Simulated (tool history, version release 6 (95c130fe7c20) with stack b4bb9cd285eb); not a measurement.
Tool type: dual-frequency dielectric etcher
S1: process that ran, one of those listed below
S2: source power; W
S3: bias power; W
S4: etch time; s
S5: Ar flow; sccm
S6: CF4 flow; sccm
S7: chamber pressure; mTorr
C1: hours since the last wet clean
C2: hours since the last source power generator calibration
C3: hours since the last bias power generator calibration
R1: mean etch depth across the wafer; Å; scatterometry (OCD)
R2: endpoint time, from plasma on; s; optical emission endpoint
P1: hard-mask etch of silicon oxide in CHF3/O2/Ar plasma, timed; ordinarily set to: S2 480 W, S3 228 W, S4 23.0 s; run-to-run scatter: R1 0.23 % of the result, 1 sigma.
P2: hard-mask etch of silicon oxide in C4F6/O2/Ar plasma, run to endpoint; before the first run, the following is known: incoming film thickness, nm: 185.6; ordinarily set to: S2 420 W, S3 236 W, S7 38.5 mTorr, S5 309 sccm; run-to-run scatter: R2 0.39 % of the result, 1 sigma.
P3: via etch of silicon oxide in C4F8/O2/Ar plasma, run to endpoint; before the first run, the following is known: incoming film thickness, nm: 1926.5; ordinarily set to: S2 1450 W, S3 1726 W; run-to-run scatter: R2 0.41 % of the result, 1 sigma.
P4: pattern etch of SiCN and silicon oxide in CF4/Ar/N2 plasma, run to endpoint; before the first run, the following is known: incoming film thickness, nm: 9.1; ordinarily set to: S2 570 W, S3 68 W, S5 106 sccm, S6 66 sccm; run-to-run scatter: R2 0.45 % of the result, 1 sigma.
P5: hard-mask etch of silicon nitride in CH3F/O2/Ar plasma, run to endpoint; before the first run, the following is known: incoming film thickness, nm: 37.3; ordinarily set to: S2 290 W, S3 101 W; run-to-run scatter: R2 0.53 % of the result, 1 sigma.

run 1 day=0.225 | S1=P1 S2=480 S3=228 S4=23.0 | C1=273.3 C2=2214.8 C3=1926.9 | R1=428.03
run 2 day=0.450 | S1=P1 S2=660 S3=228 S4=23.0 | C1=278.7 C2=2220.2 C3=1932.3 | R1=481.46
run 3 day=0.646 | S1=P4 S2=570 S3=68 S5=106 S6=66 | C1=283.4 C2=2224.9 C3=1937.0 | R2=9.2703
run 4 day=0.804 | S1=P3 S2=1450 S3=1726 | C1=287.2 C2=2228.7 C3=1940.8 | R2=453.9500
run 5 day=0.979 | S1=P2 S2=420 S3=236 S5=309 S7=38.5 | C1=291.4 C2=2232.9 C3=1945.0 | R2=53.4490
run 6 day=1.162 | S1=P3 S2=1740 S3=1726 | C1=295.8 C2=2237.3 C3=1949.4 | R2=417.1900
run 7 day=1.296 | S1=P2 S2=420 S3=236 S5=309 S7=38.5 | C1=299.0 C2=2240.5 C3=1952.6 | R2=53.8540
run 8 day=1.554 | S1=P1 S2=480 S3=154 S4=23.0 | C1=305.2 C2=2246.7 C3=1958.8 | R1=373.76
run 9 day=1.733 | S1=P1 S2=480 S3=228 S4=23.0 | C1=309.5 C2=2251.0 C3=1963.1 | R1=426.46
run 10 day=1.854 | S1=P5 S2=290 S3=75 | C1=312.4 C2=2253.9 C3=1966.0 | R2=61.5950
run 11 day=2.017 | S1=P1 S2=480 S3=228 S4=23.0 | C1=316.3 C2=2257.8 C3=1969.9 | R1=428.14
run 12 day=2.154 | S1=P2 S2=420 S3=236 S5=205 S7=38.5 | C1=319.6 C2=2261.1 C3=1973.2 | R2=51.1720
run 13 day=2.271 | S1=P4 S2=570 S3=68 S5=106 S6=78 | C1=322.4 C2=2263.9 C3=1976.0 | R2=9.1175
run 14 day=2.425 | S1=P1 S2=480 S3=284 S4=23.0 | C1=326.1 C2=2267.6 C3=1979.7 | R1=463.09
run 15 day=2.629 | S1=P4 S2=570 S3=68 S5=145 S6=66 | C1=331.0 C2=2272.5 C3=1984.6 | R2=9.8091
run 16 day=2.888 | S1=P1 S2=370 S3=228 S4=23.0 | C1=337.2 C2=2278.7 C3=1990.8 | R1=389.30
run 17 day=3.092 | S1=P2 S2=420 S3=236 S5=309 S7=28.5 | C1=342.1 C2=2283.6 C3=1995.7 | R2=51.4650
run 18 day=3.233 | S1=P4 S2=570 S3=48 S5=106 S6=66 | C1=345.5 C2=2287.0 C3=1999.1 | R2=10.4680
run 19 day=3.367 | S1=P3 S2=1450 S3=2373 | C1=348.7 C2=2290.2 C3=2002.3 | R2=414.4900
run 20 day=3.525 | S1=P2 S2=540 S3=236 S5=309 S7=38.5 | C1=352.5 C2=2294.0 C3=2006.1 | R2=48.7500
run 21 day=3.758 | S1=P1 S2=480 S3=228 S4=16.0 | C1=358.1 C2=2299.6 C3=2011.7 | R1=298.12
run 22 day=3.938 | S1=P1 S2=480 S3=228 S4=32.0 | C1=362.4 C2=2303.9 C3=2016.0 | R1=595.32
run 23 day=4.146 | S1=P4 S2=570 S3=68 S5=106 S6=66 | C1=367.4 C2=2308.9 C3=2021.0 | R2=9.2596
run 24 day=4.379 | S1=P5 S2=290 S3=101 | C1=373.0 C2=2314.5 C3=2026.6 | R2=54.6040
run 25 day=4.542 | S1=P1 S2=480 S3=175 S4=29.5 | C1=376.9 C2=2318.4 C3=2030.5 | R1=500.01
run 26 day=4.696 | S1=P1 S2=600 S3=152 S4=23.0 | C1=380.6 C2=2322.1 C3=2034.2 | R1=407.45
run 27 day=4.879 | S1=P2 S2=420 S3=139 S5=309 S7=38.5 | C1=385.0 C2=2326.5 C3=2038.6 | R2=63.3280
run 28 day=5.121 | S1=P4 S2=710 S3=68 S5=106 S6=66 | C1=390.8 C2=2332.3 C3=2044.4 | R2=7.7608
run 29 day=5.262 | S1=P5 S2=290 S3=101 | C1=394.2 C2=2335.7 C3=2047.8 | R2=54.4580
run 30 day=5.483 | S1=P1 S2=480 S3=228 S4=23.0 | C1=399.5 C2=2341.0 C3=2053.1 | R1=430.41
run 31 day=5.746 | S1=P5 S2=400 S3=101 | C1=405.8 C2=2347.3 C3=2059.4 | R2=49.0580
run 32 day=5.929 | S1=P1 S2=350 S3=228 S4=13.5 | C1=410.2 C2=2351.7 C3=2063.8 | R1=222.75
run 33 day=6.129 | S1=P1 S2=480 S3=228 S4=23.0 | C1=415.0 C2=2356.5 C3=2068.6 | R1=427.26
run 34 day=6.367 | S1=P1 S2=480 S3=228 S4=23.0 | C1=420.7 C2=2362.2 C3=2074.3 | R1=431.29
run 35 day=6.612 | S1=P1 S2=480 S3=228 S4=23.0 | C1=426.6 C2=2368.1 C3=2080.2 | R1=434.12
run 36 day=6.858 | S1=P1 S2=480 S3=228 S4=23.0 | C1=432.5 C2=2374.0 C3=2086.1 | R1=433.27
run 37 day=7.096 | S1=P1 S2=480 S3=228 S4=23.0 | C1=438.2 C2=2379.7 C3=2091.8 | R1=433.29
run 38 day=7.279 | S1=P1 S2=480 S3=228 S4=23.0 | C1=442.6 C2=2384.1 C3=2096.2 | R1=434.22
run 39 day=7.533 | S1=P1 S2=480 S3=228 S4=23.0 | C1=448.7 C2=2390.2 C3=2102.3 | R1=435.12
-- day=7.688 wet clean of the chamber
run 40 day=7.729 | S1=P1 S2=480 S3=228 S4=23.0 | C1=1.0 C2=2394.9 C3=2107.0 | R1=433.90
run 41 day=7.929 | S1=P1 S2=480 S3=228 S4=23.0 | C1=5.8 C2=2399.7 C3=2111.8 | R1=435.10
run 42 day=8.075 | S1=P1 S2=480 S3=228 S4=23.0 | C1=9.3 C2=2403.2 C3=2115.3 | R1=435.63
run 43 day=8.221 | S1=P1 S2=480 S3=228 S4=23.0 | C1=12.8 C2=2406.7 C3=2118.8 | R1=434.85
run 44 day=8.346 | S1=P1 S2=480 S3=228 S4=23.0 | C1=15.8 C2=2409.7 C3=2121.8 | R1=434.50

What P1 gives has crept off from where it sat before. The 2 causes that follow fit the log equally well, each at the size noted:
A: source power that arrives over what is set, % = 4.45
B: bias power that arrives over what is set, % = 4.68
The creep began at about day 6.129.
Other possible causes, and why each is ruled out:
chamber walls in a state that raises the etch rate, %: serviced at day 7.688, after the drift had started, without restoring the earlier output

The list below offers 4 check runs, each averaging the results of 2 wafers, and shows each result as a question mark. For which of them would the listed causes give clearly different results?
run check 1 day=8.471 | S1=P4 S2=570 S3=68 S5=106 S6=66 | R2=?
run check 2 day=8.471 | S1=P2 S2=420 S3=236 S5=309 S7=38.5 | R2=?
run check 3 day=8.471 | S1=P3 S2=1450 S3=1726 | R2=?
run check 4 day=8.471 | S1=P5 S2=290 S3=101 | R2=?

What each check would give under each cause:
check=check_1 result=R2 if_A=8.9861 if_B=9.1967
check=check_2 result=R2 if_A=52.6180 if_B=52.6930
check=check_3 result=R2 if_A=444.2600 if_B=446.2100
check=check_4 result=R2 if_A=54.0570 if_B=53.9960
Separation of the two closest causes in each check, using whichever result separates them best: check 1 2.32 %; check 2 0.14 %; check 3 0.44 %; check 4 0.11 %
The other checks would show nearly matching results whichever cause is true, so check 1 is the only one that separates the causes.

After running check 1, the following was obtained: R2 9.1503 s. Which cause does this point to?

It is B: bias power that arrives over what is set, %.

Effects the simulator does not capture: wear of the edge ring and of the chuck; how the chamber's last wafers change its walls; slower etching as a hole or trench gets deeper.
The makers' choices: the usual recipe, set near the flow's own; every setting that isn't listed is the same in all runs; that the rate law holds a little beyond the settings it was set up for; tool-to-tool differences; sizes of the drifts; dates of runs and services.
